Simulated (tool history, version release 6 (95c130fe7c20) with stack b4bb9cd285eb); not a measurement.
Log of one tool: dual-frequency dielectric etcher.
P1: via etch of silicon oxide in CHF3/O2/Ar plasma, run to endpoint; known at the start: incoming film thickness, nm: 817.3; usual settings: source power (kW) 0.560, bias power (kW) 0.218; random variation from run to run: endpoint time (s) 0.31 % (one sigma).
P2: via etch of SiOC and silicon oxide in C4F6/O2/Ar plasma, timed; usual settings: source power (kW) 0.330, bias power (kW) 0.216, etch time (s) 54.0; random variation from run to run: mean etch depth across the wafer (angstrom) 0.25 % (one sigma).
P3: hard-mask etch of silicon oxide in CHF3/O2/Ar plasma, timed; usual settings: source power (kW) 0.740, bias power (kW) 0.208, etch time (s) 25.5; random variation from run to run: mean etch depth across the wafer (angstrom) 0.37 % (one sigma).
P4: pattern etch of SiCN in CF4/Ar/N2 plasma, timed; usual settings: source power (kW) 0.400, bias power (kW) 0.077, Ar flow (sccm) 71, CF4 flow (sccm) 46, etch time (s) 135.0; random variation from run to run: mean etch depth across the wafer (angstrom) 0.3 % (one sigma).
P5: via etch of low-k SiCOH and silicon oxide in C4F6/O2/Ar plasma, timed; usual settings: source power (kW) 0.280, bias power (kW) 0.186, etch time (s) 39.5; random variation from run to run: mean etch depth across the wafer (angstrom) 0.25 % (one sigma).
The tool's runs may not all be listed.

run	hour	process that ran	source power (kW)	bias power (kW)	etch time (s)	Ar flow (sccm)	CF4 flow (sccm)	hours since the last wet clean	hours since the last source power generator calibration	hours since the last bias power generator calibration	endpoint time (s)	mean etch depth across the wafer (angstrom)
1	3.6	P1	0.560	0.218				322.5	1718.2	1403.1	395.53	
2	9.7	P1	0.560	0.218				328.6	1724.3	1409.2	397.84	
3	14.3	P1	0.340	0.218				333.2	1728.9	1413.8	479.40	
4	18.6	P5	0.280	0.114	39.5			337.5	1733.2	1418.1		718.65
5	23.7	P4	0.400	0.049	135.0	71	46	342.6	1738.3	1423.2		918.98
6	27.7	P2	0.330	0.216	54.0			346.6	1742.3	1427.2		614.75
7	33.8	P1	0.560	0.218				352.7	1748.4	1433.3	396.84	
8	37.4	P4	0.400	0.077	135.0	71	46	356.3	1752.0	1436.9		1074.70
9	44.6	P3	0.900	0.208	25.5			363.5	1759.2	1444.1		613.48
10	47.9	P3	0.740	0.208	14.0			366.8	1762.5	1447.4		312.28
11	54.2	P1	0.430	0.258				373.1	1768.8	1453.7	411.86	
12	60.0	P2	0.330	0.216	31.0			378.9	1774.6	1459.5		353.01
# hour 61.6: source power generator calibrated
13	66.3	P4	0.540	0.077	135.0	71	46	385.2	4.8	1465.8		1403.10
14	71.2	P4	0.400	0.077	135.0	71	28	390.1	9.7	1470.7		996.83
15	75.3	P3	0.740	0.279	25.5			394.2	13.8	1474.8		635.69
16	82.0	P5	0.280	0.186	39.5			400.9	20.5	1481.5		837.87
17	87.0	P3	0.740	0.208	25.5			405.9	25.5	1486.5		571.28
18	93.0	P5	0.170	0.186	39.5			411.9	31.5	1492.5		689.90
19	96.9	P1	0.560	0.218				415.8	35.4	1496.4	398.01	
20	101.1	P1	0.660	0.218				420.0	39.6	1500.6	371.48	
21	108.1	P2	0.240	0.216	54.0			427.0	46.6	1507.6		545.20
22	114.3	P4	0.400	0.077	135.0	71	46	433.2	52.8	1513.8		1071.00
23	118.9	P4	0.400	0.077	196.5	71	46	437.8	57.4	1518.4		1560.20
24	125.2	P1	0.560	0.149				444.1	63.7	1524.7	450.36	
25	129.7	P5	0.280	0.186	28.5			448.6	68.2	1529.2		602.79
26	133.9	P4	0.400	0.077	135.0	85	46	452.8	72.4	1533.4		1049.10

Forecast run 27:
27	140.5	P1	0.560	0.304				459.4	79.0	1540.0	?	

Run 27 gave endpoint time (s) 353.23.
